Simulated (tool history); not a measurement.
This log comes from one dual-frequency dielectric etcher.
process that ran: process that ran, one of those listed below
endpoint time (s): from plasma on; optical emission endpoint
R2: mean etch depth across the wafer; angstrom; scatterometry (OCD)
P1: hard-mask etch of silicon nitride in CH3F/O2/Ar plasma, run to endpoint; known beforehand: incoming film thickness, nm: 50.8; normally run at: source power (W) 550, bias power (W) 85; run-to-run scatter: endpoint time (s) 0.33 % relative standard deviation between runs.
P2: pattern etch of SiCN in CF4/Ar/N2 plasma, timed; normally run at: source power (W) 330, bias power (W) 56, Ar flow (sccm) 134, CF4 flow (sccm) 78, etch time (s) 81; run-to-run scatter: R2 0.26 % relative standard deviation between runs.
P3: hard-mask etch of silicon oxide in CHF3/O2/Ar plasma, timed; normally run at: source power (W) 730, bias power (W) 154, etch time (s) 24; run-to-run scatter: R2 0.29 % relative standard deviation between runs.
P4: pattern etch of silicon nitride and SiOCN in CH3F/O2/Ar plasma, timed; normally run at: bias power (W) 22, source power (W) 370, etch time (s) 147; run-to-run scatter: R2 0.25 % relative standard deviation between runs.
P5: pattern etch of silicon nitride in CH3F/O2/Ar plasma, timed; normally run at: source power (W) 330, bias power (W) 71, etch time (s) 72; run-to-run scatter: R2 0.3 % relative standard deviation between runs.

Run 1, hour 5.4: process that ran P1, source power (W) 550, bias power (W) 85. Result: endpoint time (s) 61.319.
Run 2, hour 11.2: process that ran P3, source power (W) 730, bias power (W) 154, etch time (s) 13.5. Result: R2 272.11 angstrom.
Run 3, hour 21.8: process that ran P2, source power (W) 450, bias power (W) 56, etch time (s) 81, Ar flow (sccm) 134, CF4 flow (sccm) 78. Result: R2 613.96 angstrom.
Run 4, hour 27.4: process that ran P3, source power (W) 1010, bias power (W) 154, etch time (s) 24. Result: R2 546.79 angstrom.
Run 5, hour 37.2: process that ran P1, source power (W) 410, bias power (W) 85. Result: endpoint time (s) 68.643.
Run 6, hour 42.1: process that ran P5, source power (W) 330, bias power (W) 71, etch time (s) 43.5. Result: R2 297.35 angstrom.
Run 7, hour 47.8: process that ran P1, source power (W) 720, bias power (W) 85. Result: endpoint time (s) 55.435.
Run 8, hour 57.9: process that ran P1, source power (W) 550, bias power (W) 85. Result: endpoint time (s) 61.222.
Run 9, hour 63.3: process that ran P2, source power (W) 330, bias power (W) 56, etch time (s) 44.5, Ar flow (sccm) 134, CF4 flow (sccm) 78. Result: R2 256.51 angstrom.
Run 10, hour 69.1: process that ran P4, source power (W) 370, bias power (W) 13, etch time (s) 147. Result: R2 153.82 angstrom.
Run 11, hour 76.2: process that ran P5, source power (W) 330, bias power (W) 71, etch time (s) 72. Result: R2 490.21 angstrom.
Run 12, hour 82.3: process that ran P4, source power (W) 370, bias power (W) 22, etch time (s) 147. Result: R2 193.5 angstrom.
Run 13, hour 87.4: process that ran P1, source power (W) 660, bias power (W) 63. Result: endpoint time (s) 63.522.
Run 14, hour 93.8: process that ran P1, source power (W) 550, bias power (W) 85. Result: endpoint time (s) 61.234.
Run 15, hour 100.3: process that ran P1, source power (W) 550, bias power (W) 85. Result: endpoint time (s) 61.676.
Run 16, hour 105.4: process that ran P5, source power (W) 210, bias power (W) 71, etch time (s) 72. Result: R2 415.35 angstrom.
Run 17, hour 114.2: process that ran P4, source power (W) 370, bias power (W) 22, etch time (s) 147. Result: R2 192.13 angstrom.
Run 18, hour 122.7: process that ran P1, source power (W) 550, bias power (W) 53. Result: endpoint time (s) 71.795.
Run 19, hour 128.1: process that ran P2, source power (W) 330, bias power (W) 56, etch time (s) 81, Ar flow (sccm) 134, CF4 flow (sccm) 78. Result: R2 468.14 angstrom.
Run 20, hour 138.3: process that ran P2, source power (W) 330, bias power (W) 56, etch time (s) 81, Ar flow (sccm) 134, CF4 flow (sccm) 99. Result: R2 485.75 angstrom.
Run 21, hour 147.1: process that ran P1, source power (W) 550, bias power (W) 85. Result: endpoint time (s) 61.438.
Run 22, hour 151.7: process that ran P5, source power (W) 330, bias power (W) 86, etch time (s) 72. Result: R2 527.65 angstrom.
Run 23, hour 160: process that ran P1, source power (W) 550, bias power (W) 85. Result: endpoint time (s) 61.411.
Run 24, hour 168.1: process that ran P2, source power (W) 330, bias power (W) 41, etch time (s) 81, Ar flow (sccm) 134, CF4 flow (sccm) 78. Result: R2 419.18 angstrom.
Run 25, hour 178.4: process that ran P4, source power (W) 290, bias power (W) 22, etch time (s) 147. Result: R2 177.68 angstrom.
Run 26, hour 183.9: process that ran P1, source power (W) 550, bias power (W) 85. Result: endpoint time (s) 61.604.
Run 27, hour 192.3: process that ran P1, source power (W) 550, bias power (W) 103. Result: endpoint time (s) 57.299.
Run 28, hour 198.4: process that ran P1, source power (W) 680, bias power (W) 55. Result: endpoint time (s) 65.231.
Run 29, hour 208.5: process that ran P3, source power (W) 730, bias power (W) 154, etch time (s) 24. Result: R2 479.29 angstrom.
Run 30, hour 218.3: process that ran P3, source power (W) 730, bias power (W) 100, etch time (s) 24. Result: R2 422.23 angstrom.
Run 31, hour 228.5: process that ran P2, source power (W) 330, bias power (W) 56, etch time (s) 81, Ar flow (sccm) 170, CF4 flow (sccm) 78. Result: R2 448.5 angstrom.
Run 32, hour 237.9: process that ran P4, source power (W) 370, bias power (W) 22, etch time (s) 83. Result: R2 108.66 angstrom.
Run 33, hour 247.7: process that ran P1, source power (W) 700, bias power (W) 53. Result: endpoint time (s) 65.135.

Run 34 has not been measured yet. What should we expect?
Run 34, hour 254.9: process that ran P1, source power (W) 550, bias power (W) 85. Result: endpoint time (s) ?.

endpoint time (s): 61.265
